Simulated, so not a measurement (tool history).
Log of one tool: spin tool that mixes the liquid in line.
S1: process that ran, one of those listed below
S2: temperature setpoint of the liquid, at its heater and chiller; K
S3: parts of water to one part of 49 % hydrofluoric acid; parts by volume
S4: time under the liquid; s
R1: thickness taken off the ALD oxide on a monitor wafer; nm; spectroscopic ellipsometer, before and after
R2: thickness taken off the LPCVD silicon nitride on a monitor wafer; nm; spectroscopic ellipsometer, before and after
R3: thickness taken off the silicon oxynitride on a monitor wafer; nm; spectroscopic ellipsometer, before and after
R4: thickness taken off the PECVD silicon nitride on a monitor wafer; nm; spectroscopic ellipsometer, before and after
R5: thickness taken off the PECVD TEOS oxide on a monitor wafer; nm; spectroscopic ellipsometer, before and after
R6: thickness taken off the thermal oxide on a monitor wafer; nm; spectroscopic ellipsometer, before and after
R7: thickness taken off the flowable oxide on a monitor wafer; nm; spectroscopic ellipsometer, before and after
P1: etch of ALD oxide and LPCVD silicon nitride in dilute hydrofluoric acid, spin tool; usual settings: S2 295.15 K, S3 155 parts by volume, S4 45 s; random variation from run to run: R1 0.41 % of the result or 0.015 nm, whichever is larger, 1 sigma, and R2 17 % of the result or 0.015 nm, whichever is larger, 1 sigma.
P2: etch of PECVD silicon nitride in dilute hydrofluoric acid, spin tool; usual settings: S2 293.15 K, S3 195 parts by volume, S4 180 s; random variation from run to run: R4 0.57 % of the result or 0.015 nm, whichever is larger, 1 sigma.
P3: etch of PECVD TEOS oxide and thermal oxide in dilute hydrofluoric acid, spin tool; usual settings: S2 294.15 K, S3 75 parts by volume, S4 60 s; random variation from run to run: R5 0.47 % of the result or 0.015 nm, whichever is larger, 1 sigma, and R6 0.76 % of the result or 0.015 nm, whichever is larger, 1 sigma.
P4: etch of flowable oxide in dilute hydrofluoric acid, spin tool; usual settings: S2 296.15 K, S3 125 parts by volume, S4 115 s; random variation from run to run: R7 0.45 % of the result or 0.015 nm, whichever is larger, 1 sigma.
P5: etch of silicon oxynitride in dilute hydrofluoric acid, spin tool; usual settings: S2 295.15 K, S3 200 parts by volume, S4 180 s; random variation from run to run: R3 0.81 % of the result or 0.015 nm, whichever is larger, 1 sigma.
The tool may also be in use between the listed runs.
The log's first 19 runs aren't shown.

{"run": 20, "day": 8.379, "S1": "P3", "S2": 294.15, "S3": 75, "S4": 110, "R5": 32.829, "R6": 6.3004}
{"run": 21, "day": 8.662, "S1": "P1", "S2": 295.15, "S3": 155, "S4": 20, "R1": 3.6494, "R2": 0.058286}
{"run": 22, "day": 8.95, "S1": "P2", "S2": 293.15, "S3": 280, "S4": 180, "R4": 2.8242}
{"run": 23, "day": 9.325, "S1": "P1", "S2": 299.15, "S3": 250, "S4": 45, "R1": 5.3097, "R2": 0.086391}
{"run": 24, "day": 9.604, "S1": "P4", "S2": 302.15, "S3": 125, "S4": 115, "R7": 34.778}
{"run": 25, "day": 9.933, "S1": "P3", "S2": 301.15, "S3": 75, "S4": 60, "R5": 23.764, "R6": 4.454}
{"run": 26, "day": 10.408, "S1": "P1", "S2": 291.65, "S3": 75, "S4": 45, "R1": 16.181, "R2": 0.24347}
{"run": 27, "day": 10.908, "S1": "P1", "S2": 295.15, "S3": 155, "S4": 45, "R1": 8.1882, "R2": 0.15531}
{"run": 28, "day": 11.388, "S1": "P1", "S2": 295.15, "S3": 155, "S4": 45, "R1": 8.1874, "R2": 0.15834}
{"run": 29, "day": 11.958, "S1": "P5", "S2": 295.15, "S3": 50, "S4": 180, "R3": 15.17}

The next listed run, before its measurement:
{"run": 30, "day": 12.417, "S1": "P1", "S2": 290.15, "S3": 155, "S4": 45, "R1": "?", "R2": "?"}

{"run 30": {"R1": 6.6723, "R2": 0.08236}}
